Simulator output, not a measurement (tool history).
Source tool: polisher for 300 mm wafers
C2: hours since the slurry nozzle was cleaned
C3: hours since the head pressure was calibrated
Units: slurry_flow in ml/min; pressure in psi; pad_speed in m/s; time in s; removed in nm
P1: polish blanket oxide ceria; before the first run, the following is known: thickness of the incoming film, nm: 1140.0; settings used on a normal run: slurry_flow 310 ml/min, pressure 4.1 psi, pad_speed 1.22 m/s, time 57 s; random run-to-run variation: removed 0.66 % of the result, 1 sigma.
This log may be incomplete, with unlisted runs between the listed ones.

run 1 hour=4.6 | slurry_flow=310 pressure=4.1 pad_speed=1.22 time=57 | wafers_polished_on_this_pad=316 C2=173.9 C3=482 | removed=349.95
run 2 hour=8.9 | slurry_flow=310 pressure=4.1 pad_speed=0.62 time=57 | wafers_polished_on_this_pad=342 C2=178.2 C3=486.3 | removed=176.81
run 3 hour=12.8 | slurry_flow=310 pressure=6.4 pad_speed=1.22 time=57 | wafers_polished_on_this_pad=366 C2=182.1 C3=490.2 | removed=541.07
run 4 hour=20.1 | slurry_flow=205 pressure=4.1 pad_speed=1.22 time=40 | wafers_polished_on_this_pad=412 C2=189.4 C3=497.5 | removed=230.08
run 5 hour=25.1 | slurry_flow=310 pressure=4.1 pad_speed=1.22 time=57 | wafers_polished_on_this_pad=443 C2=194.4 C3=502.5 | removed=344.1
run 6 hour=31.5 | slurry_flow=310 pressure=4.1 pad_speed=1.22 time=57 | wafers_polished_on_this_pad=483 C2=200.8 C3=508.9 | removed=349.06
-- hour=33 slurry nozzle cleaned
run 7 hour=38.6 | slurry_flow=310 pressure=4.1 pad_speed=1.22 time=29 | wafers_polished_on_this_pad=527 C2=5.6 C3=516 | removed=174.69
run 8 hour=46.5 | slurry_flow=310 pressure=4.1 pad_speed=1.22 time=57 | wafers_polished_on_this_pad=576 C2=13.5 C3=523.9 | removed=343.83
run 9 hour=54.8 | slurry_flow=310 pressure=4.1 pad_speed=1.22 time=85 | wafers_polished_on_this_pad=627 C2=21.8 C3=532.2 | removed=516.46
run 10 hour=61.1 | slurry_flow=185 pressure=4.1 pad_speed=1.22 time=57 | wafers_polished_on_this_pad=666 C2=28.1 C3=538.5 | removed=327.35
run 11 hour=68.7 | slurry_flow=420 pressure=4.1 pad_speed=1.22 time=57 | wafers_polished_on_this_pad=713 C2=35.7 C3=546.1 | removed=354.41
run 12 hour=74.3 | slurry_flow=310 pressure=4.1 pad_speed=1.84 time=57 | wafers_polished_on_this_pad=748 C2=41.3 C3=551.7 | removed=523.17
run 13 hour=80.2 | slurry_flow=310 pressure=2.2 pad_speed=1.22 time=57 | wafers_polished_on_this_pad=785 C2=47.2 C3=557.6 | removed=185.29
run 14 hour=85.4 | slurry_flow=310 pressure=4.1 pad_speed=1.22 time=57 | wafers_polished_on_this_pad=817 C2=52.4 C3=562.8 | removed=345.87
run 15 hour=93.2 | slurry_flow=310 pressure=4.1 pad_speed=1.22 time=57 | wafers_polished_on_this_pad=866 C2=60.2 C3=570.6 | removed=338.33
run 16 hour=97.9 | slurry_flow=310 pressure=4.1 pad_speed=1.22 time=57 | wafers_polished_on_this_pad=895 C2=64.9 C3=575.3 | removed=337.76
run 17 hour=102.7 | slurry_flow=310 pressure=4.1 pad_speed=1.22 time=57 | wafers_polished_on_this_pad=925 C2=69.7 C3=580.1 | removed=334.58
run 18 hour=109 | slurry_flow=310 pressure=4.1 pad_speed=1.22 time=57 | wafers_polished_on_this_pad=964 C2=76 C3=586.4 | removed=331.77
-- hour=116.1 worn pad replaced by a new one
run 19 hour=116.9 | slurry_flow=310 pressure=4.1 pad_speed=1.22 time=57 | wafers_polished_on_this_pad=5 C2=83.9 C3=594.3 | removed=332.87
run 20 hour=121.8 | slurry_flow=310 pressure=4.1 pad_speed=1.22 time=57 | wafers_polished_on_this_pad=35 C2=88.8 C3=599.2 | removed=328.52
run 21 hour=127.3 | slurry_flow=310 pressure=4.1 pad_speed=1.22 time=57 | wafers_polished_on_this_pad=69 C2=94.3 C3=604.7 | removed=324.98
run 22 hour=132.5 | slurry_flow=310 pressure=4.1 pad_speed=1.22 time=57 | wafers_polished_on_this_pad=101 C2=99.5 C3=609.9 | removed=328.82
run 23 hour=140.8 | slurry_flow=310 pressure=4.1 pad_speed=1.22 time=57 | wafers_polished_on_this_pad=153 C2=107.8 C3=618.2 | removed=329.04

What P1 gives has crept off from where it sat before. The 2 causes that follow fit the log equally well, each at the size noted:
A: head's pressure below its setpoint, % = 4.48
B: slurry flow missing at the pad, % = 34.8
Onset of the creep was near hour 85.4.
Excluded causes, each with its reason:
removal rate lost through wear of the pad, %: serviced at hour 116.1, after the drift had started, without restoring the earlier output

Which of the 4 check runs listed below, each an average over 3 wafers with its results shown as question marks, gives clearly different results under the different listed causes?
run check 1 hour=149.1 | slurry_flow=310 pressure=4.1 pad_speed=1.22 time=42 | removed=?
run check 2 hour=149.1 | slurry_flow=310 pressure=2.2 pad_speed=1.22 time=57 | removed=?
run check 3 hour=149.1 | slurry_flow=185 pressure=4.1 pad_speed=1.22 time=57 | removed=?
run check 4 hour=149.1 | slurry_flow=310 pressure=3.3 pad_speed=0.88 time=57 | removed=?

If the cause were each of the candidates in turn, the checks would give the following:
check=check_1 result=removed if_A=243.42 if_B=243.4
check=check_2 result=removed if_A=177.26 if_B=177.25
check=check_3 result=removed if_A=311.76 if_B=302.95
check=check_4 result=removed if_A=191.79 if_B=191.78
Per check, the gap between the least separated pair of causes, taken in the result that splits them most: check 1 0.01 %; check 2 0.01 %; check 3 2.87 %; check 4 0.01 %
Check 3 tells the causes apart: in the others they would give nearly the same result.

The results of check 3 are: removed 311.05 nm. Based on these, which of the listed causes is it?

A is the cause: head's pressure below its setpoint, %.
